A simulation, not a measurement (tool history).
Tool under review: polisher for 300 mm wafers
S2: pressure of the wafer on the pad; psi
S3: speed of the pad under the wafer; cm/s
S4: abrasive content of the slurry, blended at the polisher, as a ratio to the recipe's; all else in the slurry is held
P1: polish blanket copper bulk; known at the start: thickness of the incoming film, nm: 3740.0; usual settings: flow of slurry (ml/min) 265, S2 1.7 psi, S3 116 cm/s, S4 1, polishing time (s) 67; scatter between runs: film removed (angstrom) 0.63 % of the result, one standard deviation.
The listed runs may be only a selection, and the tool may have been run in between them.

run 1 hour=15.7 | flow_of_slurry_(ml/min)=265 S2=1.7 S3=116 S4=1 polishing_time_(s)=67 | film_removed_(angstrom)=3714.3
run 2 hour=29.2 | flow_of_slurry_(ml/min)=265 S2=1.2 S3=116 S4=1 polishing_time_(s)=67 | film_removed_(angstrom)=2625.5
run 3 hour=43.6 | flow_of_slurry_(ml/min)=160 S2=1.7 S3=116 S4=1 polishing_time_(s)=67 | film_removed_(angstrom)=3391.3
run 4 hour=56.4 | flow_of_slurry_(ml/min)=265 S2=1.7 S3=116 S4=0.7 polishing_time_(s)=67 | film_removed_(angstrom)=3369.2
run 5 hour=66.6 | flow_of_slurry_(ml/min)=265 S2=1.1 S3=116 S4=0.55 polishing_time_(s)=67 | film_removed_(angstrom)=2109.9
run 6 hour=80.1 | flow_of_slurry_(ml/min)=265 S2=1.7 S3=116 S4=1.45 polishing_time_(s)=103 | film_removed_(angstrom)=6183
run 7 hour=89.6 | flow_of_slurry_(ml/min)=265 S2=1.7 S3=116 S4=1 polishing_time_(s)=87 | film_removed_(angstrom)=4793.4
run 8 hour=101.9 | flow_of_slurry_(ml/min)=265 S2=1.7 S3=116 S4=1 polishing_time_(s)=67 | film_removed_(angstrom)=3667.5
run 9 hour=113.7 | flow_of_slurry_(ml/min)=265 S2=1.7 S3=116 S4=1.35 polishing_time_(s)=67 | film_removed_(angstrom)=3953.2
run 10 hour=121.5 | flow_of_slurry_(ml/min)=265 S2=1.7 S3=116 S4=1 polishing_time_(s)=46 | film_removed_(angstrom)=2540.3
run 11 hour=135.5 | flow_of_slurry_(ml/min)=350 S2=1.7 S3=116 S4=1 polishing_time_(s)=67 | film_removed_(angstrom)=3757.3
run 12 hour=147.2 | flow_of_slurry_(ml/min)=265 S2=1.7 S3=116 S4=1 polishing_time_(s)=67 | film_removed_(angstrom)=3748.6
run 13 hour=158.8 | flow_of_slurry_(ml/min)=265 S2=2.5 S3=116 S4=1 polishing_time_(s)=67 | film_removed_(angstrom)=5426.9
run 14 hour=174.6 | flow_of_slurry_(ml/min)=265 S2=1.7 S3=116 S4=1 polishing_time_(s)=67 | film_removed_(angstrom)=3677.1
run 15 hour=187.5 | flow_of_slurry_(ml/min)=265 S2=1.7 S3=116 S4=1 polishing_time_(s)=67 | film_removed_(angstrom)=3677.5
run 16 hour=195.9 | flow_of_slurry_(ml/min)=265 S2=1.7 S3=52 S4=1 polishing_time_(s)=67 | film_removed_(angstrom)=1664
run 17 hour=208 | flow_of_slurry_(ml/min)=265 S2=1.7 S3=56 S4=0.7 polishing_time_(s)=67 | film_removed_(angstrom)=1662.6
run 18 hour=215.9 | flow_of_slurry_(ml/min)=265 S2=1.7 S3=116 S4=1 polishing_time_(s)=67 | film_removed_(angstrom)=3690.3
run 19 hour=224 | flow_of_slurry_(ml/min)=265 S2=1.7 S3=116 S4=1 polishing_time_(s)=67 | film_removed_(angstrom)=3701.3
run 20 hour=232.4 | flow_of_slurry_(ml/min)=265 S2=1.7 S3=168 S4=1 polishing_time_(s)=67 | film_removed_(angstrom)=5380.9
run 21 hour=247.5 | flow_of_slurry_(ml/min)=265 S2=1.7 S3=116 S4=1 polishing_time_(s)=67 | film_removed_(angstrom)=3688.5
run 22 hour=263.2 | flow_of_slurry_(ml/min)=265 S2=1.7 S3=116 S4=1 polishing_time_(s)=67 | film_removed_(angstrom)=3624.1
run 23 hour=278.8 | flow_of_slurry_(ml/min)=265 S2=1.7 S3=116 S4=1 polishing_time_(s)=67 | film_removed_(angstrom)=3532.4
run 24 hour=289.5 | flow_of_slurry_(ml/min)=265 S2=1.7 S3=116 S4=1 polishing_time_(s)=67 | film_removed_(angstrom)=3521.6
-- hour=293.5 head pressure recalibrated
run 25 hour=297.1 | flow_of_slurry_(ml/min)=265 S2=1.7 S3=116 S4=1 polishing_time_(s)=67 | film_removed_(angstrom)=3521.9
run 26 hour=310.5 | flow_of_slurry_(ml/min)=265 S2=1.7 S3=116 S4=1 polishing_time_(s)=67 | film_removed_(angstrom)=3483.3
run 27 hour=322.8 | flow_of_slurry_(ml/min)=265 S2=1.7 S3=116 S4=1 polishing_time_(s)=67 | film_removed_(angstrom)=3525.7
run 28 hour=331.6 | flow_of_slurry_(ml/min)=265 S2=1.7 S3=116 S4=1 polishing_time_(s)=67 | film_removed_(angstrom)=3525.3
run 29 hour=342.8 | flow_of_slurry_(ml/min)=265 S2=1.7 S3=116 S4=1 polishing_time_(s)=67 | film_removed_(angstrom)=3452.5
-- hour=343.8 worn pad replaced by a new one
run 30 hour=352.8 | flow_of_slurry_(ml/min)=265 S2=1.7 S3=116 S4=1 polishing_time_(s)=67 | film_removed_(angstrom)=3508.4
run 31 hour=367.1 | flow_of_slurry_(ml/min)=265 S2=1.7 S3=116 S4=1 polishing_time_(s)=67 | film_removed_(angstrom)=3508
run 32 hour=378.8 | flow_of_slurry_(ml/min)=265 S2=1.7 S3=116 S4=1 polishing_time_(s)=67 | film_removed_(angstrom)=3444.5

What P1 gives has crept off from where it sat before. The 2 causes that follow fit the log equally well, each at the size noted:
A: abrasive missing from the slurry, % = 24.4
B: slurry flow missing at the pad, % = 37.3
The gradual shift began around hour 247.5.
Each remaining cause and why it is not a fit:
removal rate lost through wear of the pad, %: work on it at hour 343.8, done after the drift set in, did not restore what the process gave before
head's pressure below its setpoint, %: work on it at hour 293.5, done after the drift set in, did not restore what the process gave before

You are offered 4 check runs, listed below with question marks in place of their results; each one averages 2 wafers. Which run separates the listed causes by giving clearly different results for each?
run check 1 hour=390.5 | flow_of_slurry_(ml/min)=265 S2=1.7 S3=74 S4=1 polishing_time_(s)=67 | film_removed_(angstrom)=?
run check 2 hour=390.5 | flow_of_slurry_(ml/min)=265 S2=2.1 S3=144 S4=1 polishing_time_(s)=67 | film_removed_(angstrom)=?
run check 3 hour=390.5 | flow_of_slurry_(ml/min)=160 S2=1.7 S3=116 S4=1 polishing_time_(s)=67 | film_removed_(angstrom)=?
run check 4 hour=390.5 | flow_of_slurry_(ml/min)=265 S2=1.7 S3=116 S4=1.2 polishing_time_(s)=67 | film_removed_(angstrom)=?

Check results expected under each cause:
check=check_1 result=film_removed_(angstrom) if_A=2214.2 if_B=2214.1
check=check_2 result=film_removed_(angstrom) if_A=5322.6 if_B=5322.3
check=check_3 result=film_removed_(angstrom) if_A=3252.5 if_B=3140.1
check=check_4 result=film_removed_(angstrom) if_A=3606.1 if_B=3610.5
Separation of the two closest causes in each check, using whichever result separates them best: check 1 0.01 %; check 2 0.01 %; check 3 3.52 %; check 4 0.12 %
Of the check runs offered, only check 3 discriminates between the causes; the rest would read about the same regardless of which cause applies.

Check 3 was carried out, with these results: film removed (angstrom) 3260.6. Which of the listed causes is responsible?

A is the cause: abrasive missing from the slurry, %.
